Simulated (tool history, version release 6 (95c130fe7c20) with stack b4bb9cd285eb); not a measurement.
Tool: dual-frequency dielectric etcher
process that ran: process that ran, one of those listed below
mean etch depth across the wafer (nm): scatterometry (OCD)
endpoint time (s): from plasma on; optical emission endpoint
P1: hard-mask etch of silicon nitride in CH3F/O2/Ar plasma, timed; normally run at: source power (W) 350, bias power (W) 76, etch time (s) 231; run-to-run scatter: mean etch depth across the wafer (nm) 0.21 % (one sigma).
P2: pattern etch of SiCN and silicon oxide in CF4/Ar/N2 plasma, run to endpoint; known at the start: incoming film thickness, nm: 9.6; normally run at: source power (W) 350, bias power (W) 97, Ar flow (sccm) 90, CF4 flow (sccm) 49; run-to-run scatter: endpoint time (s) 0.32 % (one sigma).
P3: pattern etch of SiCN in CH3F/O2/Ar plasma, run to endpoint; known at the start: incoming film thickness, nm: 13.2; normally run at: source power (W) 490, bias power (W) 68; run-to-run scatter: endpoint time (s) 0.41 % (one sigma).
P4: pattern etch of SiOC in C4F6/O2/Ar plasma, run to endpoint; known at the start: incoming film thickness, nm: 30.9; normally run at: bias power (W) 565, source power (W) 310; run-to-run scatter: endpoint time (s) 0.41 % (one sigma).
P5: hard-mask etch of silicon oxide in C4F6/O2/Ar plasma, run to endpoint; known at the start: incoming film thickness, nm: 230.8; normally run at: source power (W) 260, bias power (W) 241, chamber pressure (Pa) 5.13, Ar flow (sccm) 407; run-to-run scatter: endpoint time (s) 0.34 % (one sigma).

run,day,process that ran,source power (W),bias power (W),etch time (s),chamber pressure (Pa),Ar flow (sccm),CF4 flow (sccm),hours since the last wet clean,hours since the last source power generator calibration,hours since the last bias power generator calibration,mean etch depth across the wafer (nm),endpoint time (s)
1,0.35,P1,350,76,231,,,,243.3,1515.1,805.3,162.89,
2,0.717,P1,350,58,231,,,,252.1,1523.9,814.1,148.87,
3,1.104,P5,260,241,,4.2,407,,261.4,1533.2,823.4,,83.891
4,1.446,P2,350,97,,,90,69,269.6,1541.4,831.6,,12.19
5,2.071,P1,350,76,151.5,,,,284.6,1556.4,846.6,107.05,
6,2.675,P1,350,76,231,,,,299.1,1570.9,861.1,163.48,
7,3.1,P1,350,76,231,,,,309.3,1581.1,871.3,163.56,
8,3.679,P2,240,97,,,90,49,323.2,1595,885.2,,17.579
9,3.975,P1,350,107,231,,,,330.3,1602.1,892.3,184.43,
10,4.562,P1,350,76,231,,,,344.4,1616.2,906.4,162.95,
11,5.025,P1,350,52,286.5,,,,355.5,1627.3,917.5,177.92,
12,5.321,P2,350,97,,,90,49,362.6,1634.4,924.6,,12.823
13,5.821,P2,350,97,,,63,49,374.6,1646.4,936.6,,12.126
14,6.108,P3,490,68,,,,,381.5,1653.3,943.5,,31.512
15,6.612,P5,260,241,,5.13,407,,393.6,1665.4,955.6,,85.561
16,6.975,P2,350,97,,,90,49,402.3,1674.1,964.3,,12.836
17,7.538,P1,430,76,231,,,,415.8,1687.6,977.8,176.1,
18,7.908,P3,490,91,,,,,424.7,1696.5,986.7,,28.464
19,8.5,P2,350,70,,,90,49,438.9,1710.7,1000.9,,14.368
20,8.929,P4,220,565,,,,,449.2,1721,1011.2,,12.231
21,9.362,P4,310,565,,,,,459.6,1731.4,1021.6,,10.76
22,9.829,P1,350,76,231,,,,470.8,1742.6,1032.8,163.1,
23,10.321,P1,350,76,336.5,,,,482.6,1754.4,1044.6,238.17,
24,10.879,P5,260,291,,5.13,407,,496,1767.8,1058,,80.1
25,11.483,P4,310,463,,,,,510.5,1782.3,1072.5,,11.581
26,11.825,P1,210,76,231,,,,518.7,1790.5,1080.7,134.65,
27,12.383,P3,400,68,,,,,532.1,1803.9,1094.1,,33.985
28,12.875,P5,220,241,,5.13,407,,543.9,1815.7,1105.9,,91.798
29,13.171,P5,260,241,,5.13,319,,551,1822.8,1113,,83.464
30,13.529,P1,350,76,231,,,,559.6,1831.4,1121.6,163.26,
31,13.862,P1,350,76,231,,,,567.6,1839.4,1129.6,163.47,
32,14.183,P1,350,76,231,,,,575.3,1847.1,1137.3,164.18,
33,14.725,P1,350,76,231,,,,588.3,1860.1,1150.3,164.76,
# day 14.808: wet clean of the chamber
34,15.304,P1,350,76,231,,,,11.9,1874,1164.2,165.12,
35,15.575,P1,350,76,231,,,,18.4,1880.5,1170.7,165.25,
36,16.004,P1,350,76,231,,,,28.7,1890.8,1181,165.81,
37,16.45,P1,350,76,231,,,,39.4,1901.5,1191.7,165.08,
38,16.733,P1,350,76,231,,,,46.2,1908.3,1198.5,165.59,
39,17.025,P1,350,76,231,,,,53.2,1915.3,1205.5,165.64,

What P1 gives has crept away from where it was. These 2 causes fit the log equally well, each at the size given:
A: bias power that arrives over what is set, % = 4.76
B: source power that arrives over what is set, % = 4.45
The creep began at about day 13.529.
Why every other cause is out:
chamber walls in a state that raises the etch rate, %: serviced at day 14.808, which brought nothing back

4 check runs are offered, each on 2 wafers whose results are averaged, their results left as question marks. Which one tells the causes apart?
check 1,17.317,P5,260,241,,5.13,407,,,,,,?
check 2,17.317,P3,490,68,,,,,,,,,?
check 3,17.317,P4,310,565,,,,,,,,,?
check 4,17.317,P2,350,97,,,90,49,,,,,?

What each check would give under each cause:
check,result,if A,if B
check 1,endpoint time (s),84.527,84.49
check 2,endpoint time (s),30.989,30.975
check 3,endpoint time (s),10.565,10.586
check 4,endpoint time (s),12.541,12.289
How far apart the two closest causes lie, in the result that separates them most: check 1 0.04 %; check 2 0.05 %; check 3 0.2 %; check 4 2.03 %
Only check 4 tells the causes apart: in the others they would give nearly the same result.

Then check 4 was run and gave: endpoint time (s) 12.53. Which cause is it?

It is A: bias power that arrives over what is set, %.

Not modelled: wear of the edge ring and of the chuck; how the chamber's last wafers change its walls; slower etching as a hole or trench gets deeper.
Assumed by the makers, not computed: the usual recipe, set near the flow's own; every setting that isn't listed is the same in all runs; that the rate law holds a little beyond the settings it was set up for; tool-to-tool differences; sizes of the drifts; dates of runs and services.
